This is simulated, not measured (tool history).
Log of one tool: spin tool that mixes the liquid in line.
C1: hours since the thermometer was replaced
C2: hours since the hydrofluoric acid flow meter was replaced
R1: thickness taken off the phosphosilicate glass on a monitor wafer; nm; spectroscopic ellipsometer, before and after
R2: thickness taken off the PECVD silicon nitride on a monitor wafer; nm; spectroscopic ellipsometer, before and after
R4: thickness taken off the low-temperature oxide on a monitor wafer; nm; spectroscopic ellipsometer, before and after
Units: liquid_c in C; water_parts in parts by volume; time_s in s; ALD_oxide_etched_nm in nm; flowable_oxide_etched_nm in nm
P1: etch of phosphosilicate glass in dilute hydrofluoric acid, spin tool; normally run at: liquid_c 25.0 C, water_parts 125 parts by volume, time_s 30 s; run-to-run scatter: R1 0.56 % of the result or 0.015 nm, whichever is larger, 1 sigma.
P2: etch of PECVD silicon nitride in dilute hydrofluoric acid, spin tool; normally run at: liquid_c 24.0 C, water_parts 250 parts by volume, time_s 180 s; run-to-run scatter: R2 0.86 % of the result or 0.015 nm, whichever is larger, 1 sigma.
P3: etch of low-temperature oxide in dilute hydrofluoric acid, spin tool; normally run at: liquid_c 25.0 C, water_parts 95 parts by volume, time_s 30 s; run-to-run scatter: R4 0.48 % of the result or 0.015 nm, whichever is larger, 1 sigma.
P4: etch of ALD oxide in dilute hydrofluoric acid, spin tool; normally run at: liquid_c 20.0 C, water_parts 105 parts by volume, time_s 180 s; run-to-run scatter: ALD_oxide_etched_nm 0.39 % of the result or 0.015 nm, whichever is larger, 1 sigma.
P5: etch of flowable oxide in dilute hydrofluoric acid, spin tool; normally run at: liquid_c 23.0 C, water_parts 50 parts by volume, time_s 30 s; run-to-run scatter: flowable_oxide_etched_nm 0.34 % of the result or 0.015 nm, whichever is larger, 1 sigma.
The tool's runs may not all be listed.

run 1 hour=5.8 | process=P1 liquid_c=25.0 water_parts=125 time_s=30 | C1=157.9 C2=681.1 | R1=23.836
run 2 hour=12.3 | process=P1 liquid_c=31.5 water_parts=80 time_s=30 | C1=164.4 C2=687.6 | R1=50.584
run 3 hour=21.0 | process=P2 liquid_c=24.0 water_parts=250 time_s=285 | C1=173.1 C2=696.3 | R2=4.8141
run 4 hour=28.3 | process=P1 liquid_c=25.0 water_parts=125 time_s=30 | C1=180.4 C2=703.6 | R1=23.962
run 5 hour=37.7 | process=P4 liquid_c=20.0 water_parts=105 time_s=180 | C1=189.8 C2=713.0 | ALD_oxide_etched_nm=16.6180
run 6 hour=49.2 | process=P1 liquid_c=25.0 water_parts=195 time_s=30 | C1=201.3 C2=724.5 | R1=14.166
run 7 hour=58.3 | process=P3 liquid_c=25.0 water_parts=95 time_s=30 | C1=210.4 C2=733.6 | R4=11.7100
run 8 hour=70.0 | process=P2 liquid_c=24.0 water_parts=250 time_s=180 | C1=222.1 C2=745.3 | R2=3.0277
run 9 hour=78.6 | process=P4 liquid_c=20.0 water_parts=155 time_s=180 | C1=230.7 C2=753.9 | ALD_oxide_etched_nm=10.6830
run 10 hour=86.4 | process=P4 liquid_c=17.0 water_parts=105 time_s=180 | C1=238.5 C2=761.7 | ALD_oxide_etched_nm=14.6830
run 11 hour=96.6 | process=P1 liquid_c=25.0 water_parts=125 time_s=30 | C1=248.7 C2=771.9 | R1=23.723
run 12 hour=102.1 | process=P2 liquid_c=24.0 water_parts=450 time_s=180 | C1=254.2 C2=777.4 | R2=1.6719
run 13 hour=110.0 | process=P1 liquid_c=25.0 water_parts=170 time_s=50 | C1=262.1 C2=785.3 | R1=27.543
run 14 hour=117.5 | process=P1 liquid_c=25.0 water_parts=125 time_s=15 | C1=269.6 C2=792.8 | R1=11.929
run 15 hour=123.9 | process=P1 liquid_c=33.0 water_parts=125 time_s=30 | C1=276.0 C2=799.2 | R1=32.138
run 16 hour=129.3 | process=P5 liquid_c=23.0 water_parts=50 time_s=30 | C1=281.4 C2=804.6 | flowable_oxide_etched_nm=38.232
run 17 hour=140.9 | process=P3 liquid_c=18.5 water_parts=95 time_s=30 | C1=293.0 C2=816.2 | R4=8.9484
run 18 hour=151.6 | process=P2 liquid_c=18.5 water_parts=250 time_s=180 | C1=303.7 C2=826.9 | R2=2.1138
run 19 hour=160.3 | process=P5 liquid_c=23.0 water_parts=75 time_s=30 | C1=312.4 C2=835.6 | flowable_oxide_etched_nm=24.592
run 20 hour=169.5 | process=P4 liquid_c=20.0 water_parts=105 time_s=55 | C1=321.6 C2=844.8 | ALD_oxide_etched_nm=5.0926
run 21 hour=180.3 | process=P1 liquid_c=21.0 water_parts=125 time_s=30 | C1=332.4 C2=855.6 | R1=20.120
run 22 hour=188.0 | process=P5 liquid_c=23.0 water_parts=50 time_s=30 | C1=340.1 C2=863.3 | flowable_oxide_etched_nm=37.840
run 23 hour=196.3 | process=P3 liquid_c=25.0 water_parts=95 time_s=30 | C1=348.4 C2=871.6 | R4=11.6470
run 24 hour=206.8 | process=P5 liquid_c=30.0 water_parts=50 time_s=30 | C1=358.9 C2=882.1 | flowable_oxide_etched_nm=50.713
run 25 hour=216.0 | process=P3 liquid_c=25.0 water_parts=95 time_s=55 | C1=368.1 C2=891.3 | R4=21.5680
run 26 hour=226.3 | process=P5 liquid_c=23.0 water_parts=50 time_s=15 | C1=378.4 C2=901.6 | flowable_oxide_etched_nm=18.945
run 27 hour=235.3 | process=P1 liquid_c=25.0 water_parts=45 time_s=30 | C1=387.4 C2=910.6 | R1=73.030
run 28 hour=244.2 | process=P3 liquid_c=25.0 water_parts=180 time_s=30 | C1=396.3 C2=919.5 | R4=5.5445
run 29 hour=252.6 | process=P1 liquid_c=25.0 water_parts=125 time_s=30 | C1=404.7 C2=927.9 | R1=23.519
run 30 hour=261.7 | process=P1 liquid_c=25.0 water_parts=125 time_s=50 | C1=413.8 C2=937.0 | R1=39.784
run 31 hour=271.8 | process=P1 liquid_c=25.0 water_parts=125 time_s=30 | C1=423.9 C2=947.1 | R1=23.490
run 32 hour=279.8 | process=P1 liquid_c=25.0 water_parts=125 time_s=30 | C1=431.9 C2=955.1 | R1=24.621
run 33 hour=285.0 | process=P1 liquid_c=25.0 water_parts=125 time_s=30 | C1=437.1 C2=960.3 | R1=25.314
run 34 hour=293.4 | process=P1 liquid_c=25.0 water_parts=125 time_s=30 | C1=445.5 C2=968.7 | R1=25.701
run 35 hour=303.1 | process=P1 liquid_c=25.0 water_parts=125 time_s=30 | C1=455.2 C2=978.4 | R1=26.013
run 36 hour=309.1 | process=P1 liquid_c=25.0 water_parts=125 time_s=30 | C1=461.2 C2=984.4 | R1=25.901
run 37 hour=317.6 | process=P1 liquid_c=25.0 water_parts=125 time_s=30 | C1=469.7 C2=992.9 | R1=26.003
run 38 hour=325.6 | process=P1 liquid_c=25.0 water_parts=125 time_s=30 | C1=477.7 C2=1000.9 | R1=26.227

What P1 gives has crept away from where it was. These 2 causes fit the log equally well, each at the size given:
A: liquid hotter than its thermometer reads (K) = 2.45
B: hydrofluoric acid flow above the setpoint (%) = 8.46
The creep began at about hour 271.8.

4 check runs are offered, each on 2 wafers whose results are averaged, their results left as question marks. Which one tells the causes apart?
run check 1 hour=333.6 | process=P2 liquid_c=18.5 water_parts=435 time_s=180 | R2=?
run check 2 hour=333.6 | process=P3 liquid_c=25.0 water_parts=170 time_s=30 | R4=?
run check 3 hour=333.6 | process=P4 liquid_c=17.0 water_parts=150 time_s=180 | ALD_oxide_etched_nm=?
run check 4 hour=333.6 | process=P5 liquid_c=28.0 water_parts=75 time_s=30 | flowable_oxide_etched_nm=?

What each check would give under each cause:
check=check_1 result=R2 if_A=1.4568 if_B=1.3544
check=check_2 result=R4 if_A=6.5517 if_B=6.5925
check=check_3 result=ALD_oxide_etched_nm if_A=10.8850 if_B=10.8140
check=check_4 result=flowable_oxide_etched_nm if_A=33.023 if_B=32.855
How far apart the two closest causes lie, in the result that separates them most: check 1 7.28 %; check 2 0.62 %; check 3 0.66 %; check 4 0.51 %
Only check 1 tells the causes apart: in the others they would give nearly the same result.

Check 1 was then run and gave: R2 1.4678 nm. Which cause is it?

It is A: liquid hotter than its thermometer reads (K).

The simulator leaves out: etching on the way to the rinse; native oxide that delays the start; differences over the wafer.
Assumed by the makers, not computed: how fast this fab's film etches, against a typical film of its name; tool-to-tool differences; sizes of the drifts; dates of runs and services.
